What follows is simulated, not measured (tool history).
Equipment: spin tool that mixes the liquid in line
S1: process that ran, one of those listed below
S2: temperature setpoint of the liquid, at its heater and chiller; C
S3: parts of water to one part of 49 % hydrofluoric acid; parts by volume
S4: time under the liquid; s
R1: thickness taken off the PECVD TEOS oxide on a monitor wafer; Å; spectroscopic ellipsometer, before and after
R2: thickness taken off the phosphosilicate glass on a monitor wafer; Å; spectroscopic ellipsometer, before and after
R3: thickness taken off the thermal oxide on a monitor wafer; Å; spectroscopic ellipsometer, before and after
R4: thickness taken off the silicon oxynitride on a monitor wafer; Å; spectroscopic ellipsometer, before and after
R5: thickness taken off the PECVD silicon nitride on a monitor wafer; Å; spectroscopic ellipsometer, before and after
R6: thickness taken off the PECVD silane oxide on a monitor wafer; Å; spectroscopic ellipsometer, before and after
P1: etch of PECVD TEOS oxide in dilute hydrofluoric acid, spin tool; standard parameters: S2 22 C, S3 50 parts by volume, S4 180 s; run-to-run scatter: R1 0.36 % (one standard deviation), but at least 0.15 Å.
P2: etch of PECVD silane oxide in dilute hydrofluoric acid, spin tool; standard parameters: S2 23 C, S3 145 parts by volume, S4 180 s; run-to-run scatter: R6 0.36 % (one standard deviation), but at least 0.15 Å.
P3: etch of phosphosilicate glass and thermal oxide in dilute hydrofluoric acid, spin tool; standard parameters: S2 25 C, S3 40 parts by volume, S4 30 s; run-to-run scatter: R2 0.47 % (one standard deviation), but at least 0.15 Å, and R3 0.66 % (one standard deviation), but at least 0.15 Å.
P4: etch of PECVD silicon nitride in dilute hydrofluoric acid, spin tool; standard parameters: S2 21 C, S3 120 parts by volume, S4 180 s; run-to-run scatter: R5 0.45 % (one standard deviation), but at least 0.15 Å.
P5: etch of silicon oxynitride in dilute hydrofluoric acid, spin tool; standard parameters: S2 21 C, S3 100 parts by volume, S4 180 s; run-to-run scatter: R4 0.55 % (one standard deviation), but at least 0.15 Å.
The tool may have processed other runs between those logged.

| run | day | S1 | S2 | S3 | S4 | R1 | R2 | R3 | R4 | R5 | R6 |
|---|---|---|---|---|---|---|---|---|---|---|---|
| 1 | 0.725 | P1 | 22 | 50 | 180 | 303.71 |  |  |  |  |  |
| 2 | 1.454 | P1 | 22 | 50 | 180 | 305.13 |  |  |  |  |  |
| 3 | 2.075 | P1 | 22 | 50 | 290 | 485.66 |  |  |  |  |  |
| 4 | 2.517 | P3 | 30.5 | 40 | 30 |  | 814.16 | 55.587 |  |  |  |
| 5 | 2.954 | P3 | 25 | 75 | 30 |  | 336.02 | 22.871 |  |  |  |
| 6 | 3.642 | P5 | 21 | 155 | 180 |  |  |  | 23.001 |  |  |
| 7 | 4.008 | P1 | 17 | 50 | 180 | 246.67 |  |  |  |  |  |
| 8 | 4.404 | P1 | 22 | 50 | 180 | 302.84 |  |  |  |  |  |
| 9 | 4.8 | P4 | 27 | 120 | 180 |  |  |  |  | 67.924 |  |
| 10 | 5.367 | P5 | 21 | 100 | 180 |  |  |  | 36.991 |  |  |
| 11 | 5.833 | P1 | 22 | 25 | 180 | 627.39 |  |  |  |  |  |
| 12 | 6.575 | P3 | 25 | 40 | 30 |  | 656.12 | 44.434 |  |  |  |
| 13 | 7.154 | P3 | 25 | 40 | 60 |  | 1310.6 | 88.086 |  |  |  |
| 14 | 7.733 | P1 | 22 | 50 | 180 | 304.39 |  |  |  |  |  |
| 15 | 8.433 | P2 | 23 | 35 | 180 |  |  |  |  |  | 819.01 |
| 16 | 9.162 | P4 | 21 | 120 | 180 |  |  |  |  | 45.893 |  |
| 17 | 9.825 | P1 | 22 | 30 | 15 | 43.601 |  |  |  |  |  |
| 18 | 10.279 | P1 | 22 | 50 | 180 | 303.37 |  |  |  |  |  |
| 19 | 10.879 | P2 | 23 | 145 | 320 |  |  |  |  |  | 307.33 |
| 20 | 11.246 | P2 | 17 | 145 | 180 |  |  |  |  |  | 136.49 |
| 21 | 11.925 | P4 | 21 | 120 | 15 |  |  |  |  | 4.0955 |  |
| 22 | 12.529 | P1 | 22 | 50 | 75 | 126.59 |  |  |  |  |  |
| 23 | 12.912 | P5 | 29 | 100 | 180 |  |  |  | 53.68 |  |  |
| 24 | 13.421 | P5 | 21 | 100 | 355 |  |  |  | 72.081 |  |  |
| 25 | 13.8 | P2 | 23 | 145 | 180 |  |  |  |  |  | 172.72 |
| 26 | 14.342 | P1 | 22 | 80 | 180 | 183.58 |  |  |  |  |  |
| 27 | 14.804 | P1 | 22 | 50 | 180 | 303.35 |  |  |  |  |  |
| 28 | 15.188 | P1 | 22 | 50 | 180 | 305.62 |  |  |  |  |  |
| 29 | 15.921 | P1 | 29 | 50 | 180 | 405.26 |  |  |  |  |  |
| 30 | 16.488 | P2 | 23 | 145 | 180 |  |  |  |  |  | 172.73 |
| 31 | 17.146 | P4 | 21 | 20 | 180 |  |  |  |  | 261.56 |  |
| 32 | 17.788 | P1 | 22 | 50 | 180 | 304.67 |  |  |  |  |  |
| 33 | 18.117 | P1 | 22 | 50 | 180 | 296.7 |  |  |  |  |  |
| 34 | 18.821 | P1 | 22 | 50 | 180 | 285.54 |  |  |  |  |  |
| 35 | 19.196 | P1 | 22 | 50 | 180 | 284.39 |  |  |  |  |  |
| 36 | 19.783 | P1 | 22 | 50 | 180 | 282 |  |  |  |  |  |
| 37 | 20.292 | P1 | 22 | 50 | 180 | 280.78 |  |  |  |  |  |
| 38 | 20.921 | P1 | 22 | 50 | 180 | 280.64 |  |  |  |  |  |

Compared with where it was, what P1 gives has crept away. Each cause listed below fits the log as well as the rest, at the size given for it:
A: hydrofluoric acid flow below the setpoint (%) = 7.55
B: liquid colder than its thermometer reads (K) = 1.99
The gradual shift began around day 17.788.

Below are 4 check runs, each averaged over 2 wafers, with their results shown as question marks. Which of them would give clearly different results depending on which cause is behind the drift?
| check 1 | 21.55 | P2 | 17 | 85 | 180 |  |  |  |  |  | ? |
| check 2 | 21.55 | P3 | 25 | 65 | 45 |  | ? | ? |  |  |  |
| check 3 | 21.55 | P4 | 21 | 120 | 90 |  |  |  |  | ? |  |
| check 4 | 21.55 | P5 | 26 | 100 | 320 |  |  |  | ? |  |  |

Outcome of each check run for each possible cause:
| check | result | if A | if B |
|---|---|---|---|
| check 1 | R6 | 226.2 | 226.29 |
| check 2 | R2 | 537.45 | 539.94 |
| check 2 | R3 | 36.381 | 36.55 |
| check 3 | R5 | 21.217 | 20.029 |
| check 4 | R4 | 75.782 | 75.223 |
Distance between the nearest two causes, measured in the result of the check that separates them most: check 1 0.04 %; check 2 0.46 %; check 3 5.76 %; check 4 0.74 %
The causes can be told apart only by check 3. The other checks would give nearly the same results under each of them.

Check 3 was then run and gave: R5 20.183 Å. Which cause is it?

The correct cause is B, namely: liquid colder than its thermometer reads (K).

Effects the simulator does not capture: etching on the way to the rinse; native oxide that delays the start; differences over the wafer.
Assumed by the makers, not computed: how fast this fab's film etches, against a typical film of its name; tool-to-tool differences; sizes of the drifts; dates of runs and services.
